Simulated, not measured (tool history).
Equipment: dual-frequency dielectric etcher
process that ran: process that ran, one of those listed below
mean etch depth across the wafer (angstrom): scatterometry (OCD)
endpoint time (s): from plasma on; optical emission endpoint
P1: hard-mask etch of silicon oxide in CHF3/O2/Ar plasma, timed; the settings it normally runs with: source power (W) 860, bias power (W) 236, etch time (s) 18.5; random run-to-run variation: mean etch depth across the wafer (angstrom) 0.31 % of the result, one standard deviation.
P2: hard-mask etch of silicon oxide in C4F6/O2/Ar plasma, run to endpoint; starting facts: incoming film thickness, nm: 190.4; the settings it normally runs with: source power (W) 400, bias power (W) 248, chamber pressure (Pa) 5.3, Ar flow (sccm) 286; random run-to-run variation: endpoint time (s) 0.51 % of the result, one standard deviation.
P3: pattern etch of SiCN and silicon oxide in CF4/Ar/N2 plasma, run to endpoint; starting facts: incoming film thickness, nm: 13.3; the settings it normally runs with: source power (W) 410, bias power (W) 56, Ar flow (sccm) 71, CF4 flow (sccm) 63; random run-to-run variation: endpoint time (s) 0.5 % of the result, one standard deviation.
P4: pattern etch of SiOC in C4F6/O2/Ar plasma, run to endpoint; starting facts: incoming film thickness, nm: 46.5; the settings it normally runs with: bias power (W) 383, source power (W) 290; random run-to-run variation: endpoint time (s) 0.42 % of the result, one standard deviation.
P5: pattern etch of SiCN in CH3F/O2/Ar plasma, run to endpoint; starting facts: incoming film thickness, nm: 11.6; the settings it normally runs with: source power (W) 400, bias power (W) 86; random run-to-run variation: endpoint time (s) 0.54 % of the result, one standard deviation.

run   hour  process that ran  source power (W)  bias power (W)  etch time (s)  Ar flow (sccm)  CF4 flow (sccm)  chamber pressure (Pa)  mean etch depth across the wafer (angstrom)  endpoint time (s)
  1    5.4                P1               860             236           18.5                                                                                               462.04
  2   11.8                P3               410              70                             71               63                                                                                 16.110
  3   20.3                P1               860             236           18.5                                                                                               461.00
  4   27.5                P5               400              86                                                                                                                                 28.979
  5   31.8                P4               290             383                                                                                                                                 19.922
  6   35.8                P1               860             236           12.5                                                                                               311.18
  7   41.9                P2               400             248                            286                                     5.3                                                          55.671
      43.6  -- wet clean of the chamber
  8   47.4                P1               860             236           18.5                                                                                               460.21
  9   52.3                P4               290             249                                                                                                                                 23.362
 10   58.1                P2               400             248                            286                                     5.3                                                          55.651
 11   65.1                P1               560             236           18.5                                                                                               391.84
 12   73.5                P1               860             236           25.5                                                                                               635.90
 13   79.0                P3               550              56                             71               63                                                                                 13.299
 14   85.8                P2               400             334                            286                                     5.3                                                          50.380
 15   93.5                P1               860             185           18.5                                                                                               425.75
 16  100.7                P1               860             324           18.5                                                                                               514.31
 17  108.3                P1              1130             236           18.5                                                                                               512.06
 18  112.5                P5               400             114                                                                                                                                 26.051
 19  120.0                P1              1050             320           18.5                                                                                               555.73
 20  125.3                P1               860             236           18.5                                                                                               462.06
 21  131.8                P5               530              86                                                                                                                                 26.082
 22  140.0                P1               860             236           18.5                                                                                               461.49
 23  145.2                P4               230             383                                                                                                                                 21.831
 24  150.0                P2               480             248                            286                                     5.3                                                          52.219
 25  154.8                P4               290             383                                                                                                                                 19.979
 26  161.4                P1               860             236           18.5                                                                                               459.85

Run 27, settings as shown, results not yet in. Your forecast:
 27  166.8                P3               410              56                             71               43                                                                                      ?

Run 27 gave endpoint time (s) 18.558.
